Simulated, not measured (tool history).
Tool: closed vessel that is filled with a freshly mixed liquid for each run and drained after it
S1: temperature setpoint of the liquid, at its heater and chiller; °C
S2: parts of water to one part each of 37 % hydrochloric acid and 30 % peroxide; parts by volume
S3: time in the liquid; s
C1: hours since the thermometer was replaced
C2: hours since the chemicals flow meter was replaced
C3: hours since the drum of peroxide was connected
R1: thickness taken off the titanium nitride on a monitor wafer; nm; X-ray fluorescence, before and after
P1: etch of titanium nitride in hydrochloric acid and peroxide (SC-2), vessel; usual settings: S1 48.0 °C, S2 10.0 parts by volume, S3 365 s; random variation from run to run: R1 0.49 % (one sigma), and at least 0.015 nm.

run	day	S1	S2	S3	C1	C2	C3	R1
1	0.358	48.0	10.0	365	1551.3	419.7	207.4	7.89580
2	0.721	48.0	10.0	365	1560.0	428.4	216.1	7.92530
3	1.117	48.0	10.0	30	1569.5	437.9	225.6	0.65216
4	1.500	48.0	4.0	365	1578.7	447.1	234.8	15.84000
5	1.983	58.0	16.5	365	1590.3	458.7	246.4	9.83420
6	2.300	36.5	10.0	365	1597.9	466.3	254.0	3.50050
7	2.808	48.0	10.0	720	1610.1	478.5	266.2	15.42300
8	3.133	48.0	4.5	40	1617.9	486.3	274.0	1.62970
9	3.758	55.0	10.0	365	1632.9	501.3	289.0	12.60300
10	4.100	48.0	10.0	365	1641.1	509.5	297.2	7.87440
11	4.446	48.0	10.0	365	1649.4	517.8	305.5	7.93460
12	4.725	48.0	10.0	365	1656.1	524.5	312.2	7.90980
13	5.362	48.0	16.5	365	1671.4	539.8	327.5	5.10710
14	5.838	48.0	10.0	365	1682.8	551.2	338.9	7.85450
15	6.229	48.0	10.0	365	1692.2	560.6	348.3	7.87810
# day 6.529: new drum of peroxide connected
16	6.683	59.5	10.0	70	1703.1	571.5	3.8	3.18840
17	7.312	48.0	10.0	365	1718.2	586.6	18.9	7.95120
18	7.721	48.0	10.0	365	1728.0	596.4	28.7	7.70260
19	8.121	48.0	10.0	365	1737.6	606.0	38.3	7.56970
20	8.704	48.0	10.0	365	1751.6	620.0	52.3	7.38440
21	8.983	48.0	10.0	365	1758.3	626.7	59.0	7.44180
# day 9.196: new drum of peroxide connected
22	9.379	48.0	10.0	365	1767.8	636.2	4.4	7.37430
23	9.746	48.0	10.0	365	1776.6	645.0	13.2	7.27150

The next listed run, before its measurement:
24	10.371	48.0	10.0	365	1791.6	660.0	28.2	?

{"run 24": {"R1": 7.3026}}
